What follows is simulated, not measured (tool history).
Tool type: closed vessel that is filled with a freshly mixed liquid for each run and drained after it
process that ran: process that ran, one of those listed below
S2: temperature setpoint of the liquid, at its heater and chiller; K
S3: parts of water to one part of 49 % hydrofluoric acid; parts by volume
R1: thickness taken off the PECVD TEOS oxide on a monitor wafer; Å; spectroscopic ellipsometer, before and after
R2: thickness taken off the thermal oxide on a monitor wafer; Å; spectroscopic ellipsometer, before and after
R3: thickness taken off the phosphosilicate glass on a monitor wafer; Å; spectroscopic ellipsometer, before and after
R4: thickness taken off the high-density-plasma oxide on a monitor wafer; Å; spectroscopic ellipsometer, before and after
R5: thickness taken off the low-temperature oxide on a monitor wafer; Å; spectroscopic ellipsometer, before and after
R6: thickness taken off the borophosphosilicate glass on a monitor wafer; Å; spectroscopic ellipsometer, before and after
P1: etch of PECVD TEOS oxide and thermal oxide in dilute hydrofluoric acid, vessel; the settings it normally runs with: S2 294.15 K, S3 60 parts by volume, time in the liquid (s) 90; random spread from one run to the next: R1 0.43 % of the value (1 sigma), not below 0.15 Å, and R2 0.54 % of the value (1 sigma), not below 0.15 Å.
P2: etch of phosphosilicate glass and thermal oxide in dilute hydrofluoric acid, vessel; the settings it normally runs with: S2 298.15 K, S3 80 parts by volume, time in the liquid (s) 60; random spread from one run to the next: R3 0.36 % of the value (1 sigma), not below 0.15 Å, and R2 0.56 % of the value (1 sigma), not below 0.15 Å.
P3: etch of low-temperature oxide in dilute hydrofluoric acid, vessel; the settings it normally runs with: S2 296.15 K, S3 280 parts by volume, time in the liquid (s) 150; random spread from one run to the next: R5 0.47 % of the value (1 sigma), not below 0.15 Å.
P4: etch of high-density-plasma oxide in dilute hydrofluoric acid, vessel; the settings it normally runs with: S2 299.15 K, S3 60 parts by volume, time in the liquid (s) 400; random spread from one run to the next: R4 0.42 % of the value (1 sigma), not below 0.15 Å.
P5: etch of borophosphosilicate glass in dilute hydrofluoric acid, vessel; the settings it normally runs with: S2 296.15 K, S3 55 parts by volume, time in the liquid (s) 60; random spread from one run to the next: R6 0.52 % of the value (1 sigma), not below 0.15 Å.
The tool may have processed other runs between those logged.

Run 1, hour 5.6: process that ran P1, S2 294.15 K, S3 60 parts by volume, time in the liquid (s) 90. Result: R1 204.31 Å, R2 67.776 Å.
Run 2, hour 9.4: process that ran P1, S2 294.15 K, S3 60 parts by volume, time in the liquid (s) 30. Result: R1 68.867 Å, R2 22.558 Å.
Run 3, hour 13.2: process that ran P2, S2 305.65 K, S3 80 parts by volume, time in the liquid (s) 60. Result: R2 46.564 Å, R3 2121.7 Å.
Run 4, hour 20.9: process that ran P1, S2 294.15 K, S3 20 parts by volume, time in the liquid (s) 90. Result: R1 645.83 Å, R2 213.06 Å.
Run 5, hour 25.1: process that ran P4, S2 299.15 K, S3 60 parts by volume, time in the liquid (s) 400. Result: R4 384.69 Å.
Run 6, hour 31.1: process that ran P3, S2 296.15 K, S3 475 parts by volume, time in the liquid (s) 150. Result: R5 38.584 Å.
Run 7, hour 39.7: process that ran P3, S2 304.15 K, S3 280 parts by volume, time in the liquid (s) 150. Result: R5 102.38 Å.
Run 8, hour 47.9: process that ran P4, S2 299.15 K, S3 60 parts by volume, time in the liquid (s) 660. Result: R4 635.21 Å.
Run 9, hour 53.1: process that ran P5, S2 296.15 K, S3 55 parts by volume, time in the liquid (s) 60. Result: R6 406.43 Å.
Run 10, hour 61.3: process that ran P3, S2 296.15 K, S3 280 parts by volume, time in the liquid (s) 270. Result: R5 139.94 Å.
Run 11, hour 67.2: process that ran P1, S2 294.15 K, S3 60 parts by volume, time in the liquid (s) 90. Result: R1 203.86 Å, R2 68.252 Å.
Run 12, hour 74.7: process that ran P1, S2 294.15 K, S3 90 parts by volume, time in the liquid (s) 90. Result: R1 132.24 Å, R2 43.341 Å.
Run 13, hour 80.2: process that ran P1, S2 290.15 K, S3 60 parts by volume, time in the liquid (s) 90. Result: R1 172.28 Å, R2 57.408 Å.
Run 14, hour 88: process that ran P4, S2 299.15 K, S3 25 parts by volume, time in the liquid (s) 400. Result: R4 965.53 Å.
Run 15, hour 95.6: process that ran P5, S2 296.15 K, S3 55 parts by volume, time in the liquid (s) 60. Result: R6 408.12 Å.
Run 16, hour 100.4: process that ran P1, S2 294.15 K, S3 60 parts by volume, time in the liquid (s) 90. Result: R1 204.08 Å, R2 67.558 Å.
Run 17, hour 106.7: process that ran P1, S2 294.15 K, S3 60 parts by volume, time in the liquid (s) 170. Result: R1 384.82 Å, R2 127.27 Å.
Run 18, hour 111.5: process that ran P1, S2 294.15 K, S3 60 parts by volume, time in the liquid (s) 90. Result: R1 205.58 Å, R2 67.805 Å.
Run 19, hour 117.5: process that ran P5, S2 303.15 K, S3 55 parts by volume, time in the liquid (s) 60. Result: R6 540.04 Å.
Run 20, hour 121.5: process that ran P1, S2 294.15 K, S3 40 parts by volume, time in the liquid (s) 125. Result: R1 437.12 Å, R2 144.43 Å.
Run 21, hour 129.5: process that ran P3, S2 296.15 K, S3 280 parts by volume, time in the liquid (s) 150. Result: R5 78.03 Å.
Run 22, hour 136: process that ran P5, S2 296.15 K, S3 20 parts by volume, time in the liquid (s) 60. Result: R6 1174.9 Å.
Run 23, hour 142.3: process that ran P4, S2 304.15 K, S3 60 parts by volume, time in the liquid (s) 400. Result: R4 465.31 Å.

Run 24 has not been measured yet. What should we expect?
Run 24, hour 148.7: process that ran P1, S2 294.15 K, S3 60 parts by volume, time in the liquid (s) 90. Result: R1 ?, R2 ?.

R1: 203.98 Å
R2: 68.192 Å
